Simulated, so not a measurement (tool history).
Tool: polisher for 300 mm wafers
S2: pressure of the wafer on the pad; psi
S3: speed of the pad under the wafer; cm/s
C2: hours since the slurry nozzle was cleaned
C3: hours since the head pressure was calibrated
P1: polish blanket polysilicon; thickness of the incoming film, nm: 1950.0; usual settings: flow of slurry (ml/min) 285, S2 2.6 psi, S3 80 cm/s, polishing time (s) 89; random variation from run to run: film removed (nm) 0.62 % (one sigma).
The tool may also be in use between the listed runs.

Run 1, hour 8.2: flow of slurry (ml/min) 285, S2 2.6 psi, S3 80 cm/s, polishing time (s) 89; wafers polished on this pad 417; C2 249.5; C3 445.3. Result: film removed (nm) 519.27.
Run 2, hour 14.0: flow of slurry (ml/min) 285, S2 3.7 psi, S3 80 cm/s, polishing time (s) 125; wafers polished on this pad 479; C2 255.3; C3 451.1. Result: film removed (nm) 1024.00.
Run 3, hour 23.4: flow of slurry (ml/min) 285, S2 2.6 psi, S3 80 cm/s, polishing time (s) 89; wafers polished on this pad 580; C2 264.7; C3 460.5. Result: film removed (nm) 520.56.
Run 4, hour 30.2: flow of slurry (ml/min) 285, S2 2.6 psi, S3 80 cm/s, polishing time (s) 115; wafers polished on this pad 653; C2 271.5; C3 467.3. Result: film removed (nm) 665.18.
Run 5, hour 36.1: flow of slurry (ml/min) 285, S2 2.6 psi, S3 80 cm/s, polishing time (s) 89; wafers polished on this pad 717; C2 277.4; C3 473.2. Result: film removed (nm) 516.79.
Run 6, hour 43.7: flow of slurry (ml/min) 170, S2 2.6 psi, S3 80 cm/s, polishing time (s) 89; wafers polished on this pad 799; C2 285.0; C3 480.8. Result: film removed (nm) 486.34.
Run 7, hour 50.1: flow of slurry (ml/min) 285, S2 1.4 psi, S3 80 cm/s, polishing time (s) 89; wafers polished on this pad 867; C2 291.4; C3 487.2. Result: film removed (nm) 278.95.
Run 8, hour 54.5: flow of slurry (ml/min) 285, S2 3.8 psi, S3 80 cm/s, polishing time (s) 89; wafers polished on this pad 915; C2 295.8; C3 491.6. Result: film removed (nm) 755.99.
Run 9, hour 59.8: flow of slurry (ml/min) 285, S2 2.6 psi, S3 80 cm/s, polishing time (s) 89; wafers polished on this pad 972; C2 301.1; C3 496.9. Result: film removed (nm) 507.59.
Run 10, hour 67.2: flow of slurry (ml/min) 285, S2 2.6 psi, S3 36 cm/s, polishing time (s) 89; wafers polished on this pad 1051; C2 308.5; C3 504.3. Result: film removed (nm) 231.25.
Run 11, hour 71.6: flow of slurry (ml/min) 385, S2 2.6 psi, S3 44 cm/s, polishing time (s) 89; wafers polished on this pad 1099; C2 312.9; C3 508.7. Result: film removed (nm) 291.00.
Run 12, hour 80.2: flow of slurry (ml/min) 395, S2 2.6 psi, S3 80 cm/s, polishing time (s) 89; wafers polished on this pad 1191; C2 321.5; C3 517.3. Result: film removed (nm) 528.16.
Run 13, hour 86.0: flow of slurry (ml/min) 285, S2 2.6 psi, S3 104 cm/s, polishing time (s) 89; wafers polished on this pad 1254; C2 327.3; C3 523.1. Result: film removed (nm) 661.74.

Run 14 comes next. What will it give?
Run 14, hour 94.2: flow of slurry (ml/min) 285, S2 2.6 psi, S3 80 cm/s, polishing time (s) 50; wafers polished on this pad 1342; C2 335.5; C3 531.3. Result: film removed (nm) ?.

{"run 14": {"film removed (nm)": 289.04}}
